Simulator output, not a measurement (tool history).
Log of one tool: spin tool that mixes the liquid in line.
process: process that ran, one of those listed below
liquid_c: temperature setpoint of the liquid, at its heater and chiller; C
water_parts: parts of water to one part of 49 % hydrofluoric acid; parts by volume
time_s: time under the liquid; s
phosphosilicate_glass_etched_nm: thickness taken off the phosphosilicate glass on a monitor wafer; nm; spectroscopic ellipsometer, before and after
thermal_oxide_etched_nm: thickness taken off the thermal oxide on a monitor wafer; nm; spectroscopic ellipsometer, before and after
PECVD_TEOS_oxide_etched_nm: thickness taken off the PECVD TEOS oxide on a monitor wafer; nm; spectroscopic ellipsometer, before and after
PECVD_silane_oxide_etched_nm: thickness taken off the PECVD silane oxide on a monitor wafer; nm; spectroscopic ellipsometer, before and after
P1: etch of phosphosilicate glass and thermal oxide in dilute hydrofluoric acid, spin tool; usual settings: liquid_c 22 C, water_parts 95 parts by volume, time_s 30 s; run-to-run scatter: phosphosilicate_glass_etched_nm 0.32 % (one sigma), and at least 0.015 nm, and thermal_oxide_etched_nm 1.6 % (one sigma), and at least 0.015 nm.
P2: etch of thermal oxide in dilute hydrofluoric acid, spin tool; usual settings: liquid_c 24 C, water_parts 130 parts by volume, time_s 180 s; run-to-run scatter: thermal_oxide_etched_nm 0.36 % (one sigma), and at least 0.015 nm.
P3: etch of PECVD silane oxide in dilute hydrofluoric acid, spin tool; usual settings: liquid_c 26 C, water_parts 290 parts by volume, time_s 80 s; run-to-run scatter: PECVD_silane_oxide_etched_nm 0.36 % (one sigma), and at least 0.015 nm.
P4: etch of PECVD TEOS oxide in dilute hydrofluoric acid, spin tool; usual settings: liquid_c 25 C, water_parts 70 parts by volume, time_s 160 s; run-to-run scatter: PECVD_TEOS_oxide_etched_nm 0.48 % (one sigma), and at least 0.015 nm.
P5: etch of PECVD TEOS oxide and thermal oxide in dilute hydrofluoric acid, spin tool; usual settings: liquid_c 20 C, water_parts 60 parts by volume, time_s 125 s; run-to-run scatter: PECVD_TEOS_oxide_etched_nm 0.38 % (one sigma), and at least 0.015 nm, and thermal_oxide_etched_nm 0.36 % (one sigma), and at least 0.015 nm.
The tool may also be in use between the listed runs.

run   hour  process  liquid_c  water_parts  time_s  phosphosilicate_glass_etched_nm  thermal_oxide_etched_nm  PECVD_TEOS_oxide_etched_nm  PECVD_silane_oxide_etched_nm
  1     10       P1        22           95      30                           59.781                   1.4376
  2     18       P1        22           55      30                           108.13                   2.6096
  3   30.1       P5        20           60      25                                                    1.7079                      4.9879
  4   42.7       P1        17           95      30                           48.672                   1.1363
  5   48.5       P4        25           70      65                                                                                8.5417
  6   54.7       P2        24          200     180                                                    4.1401
  7   66.3       P1        22           95      30                           59.738                   1.4431
  8     77       P1        22           95      60                           119.18                   2.9335
  9   87.2       P1      28.5           95      15                           38.394                   0.9085
 10     93       P5        20           60     125                                                    8.5441                      24.999
 11  105.5       P4        18           70     160                                                                                 15.62
 12  113.8       P3      18.5          290      80                                                                                                              4.3115
 13    123       P3        26          290     160                                                                                                              11.317
 14  135.9       P1        22           95      30                           59.902                   1.4289
 15  147.1       P1        26           95      30                           69.887                   1.6864
 16  156.6       P5        28           60     125                                                    11.813                      34.642
 17  162.6       P1        22           40      45                           228.58                   5.5516
 18  168.4       P3        26          290      80                                                                                                              5.6752
 19  176.4       P1        22           95      30                           59.496                    1.423
 20  188.7       P2        24          130     290                                                    11.145
 21  195.9       P4        25           70     160                                                                                20.998
 22  202.2       P1        22          160      30                           32.964                  0.80707
 23  208.7       P1        22           30      45                           305.01                   7.6052
 24  217.2       P3        26          485      80                                                                                                              2.8098
 25  227.5       P3        26          290      80                                                                                                               5.666
 26  233.2       P2      29.5          130     180                                                    8.5315
 27  242.9       P1        22           95      30                           59.939                   1.4244
 28  256.1       P1        22           95      15                           30.061                  0.75707
 29  263.4       P5        20          105     125                                                    4.6599                      13.541
 30  275.5       P2        24          130     180                                                    6.9973
 31  283.2       P4        25          100     160                                                                                14.182
 32  292.6       P1        22           95      30                           59.822                   1.4628
 33  305.2       P1        22           95      30                           63.312                   1.5267
 34  312.9       P1        22           95      30                           64.184                   1.5623
 35  322.7       P1        22           95      30                            64.96                   1.5468
 36  335.4       P1        22           95      30                           65.357                   1.6127
 37  343.5       P1        22           95      30                           66.089                   1.6205
 38  353.7       P1        22           95      30                           66.145                   1.6148
 39  360.1       P1        22           95      30                           65.907                   1.5505

What P1 gives has crept away from where it was. These 2 causes fit the log equally well, each at the size given:
A: hydrofluoric acid flow above the setpoint (%) = 9.15
B: liquid hotter than its thermometer reads (K) = 2.43
The creep began at about hour 292.6.

4 check runs are offered, one wafer each, their results left as question marks. Which one tells the causes apart?
check 1  366.5       P5        20           60     125                                                         ?                           ?
check 2  366.5       P3        26          290      80                                                                                                                   ?
check 3  366.5       P4        25           70     160                                                                                     ?
check 4  366.5       P2        24          130     180                                                         ?

What each check would give under each cause:
  check                        result    if A    if B
check 1       thermal_oxide_etched_nm  9.3379  9.4124
check 1    PECVD_TEOS_oxide_etched_nm  27.395  27.613
check 2  PECVD_silane_oxide_etched_nm  6.3433  6.1487
check 3    PECVD_TEOS_oxide_etched_nm  23.103  23.133
check 4       thermal_oxide_etched_nm  7.6502  7.5939
How far apart the two closest causes lie, in the result that separates them most: check 1 0.79 %; check 2 3.12 %; check 3 0.13 %; check 4 0.74 %
Only check 2 tells the causes apart: in the others they would give nearly the same result.

Check 2 was then run and gave: PECVD_silane_oxide_etched_nm 6.1367 nm. Which cause is it?

It is B: liquid hotter than its thermometer reads (K).
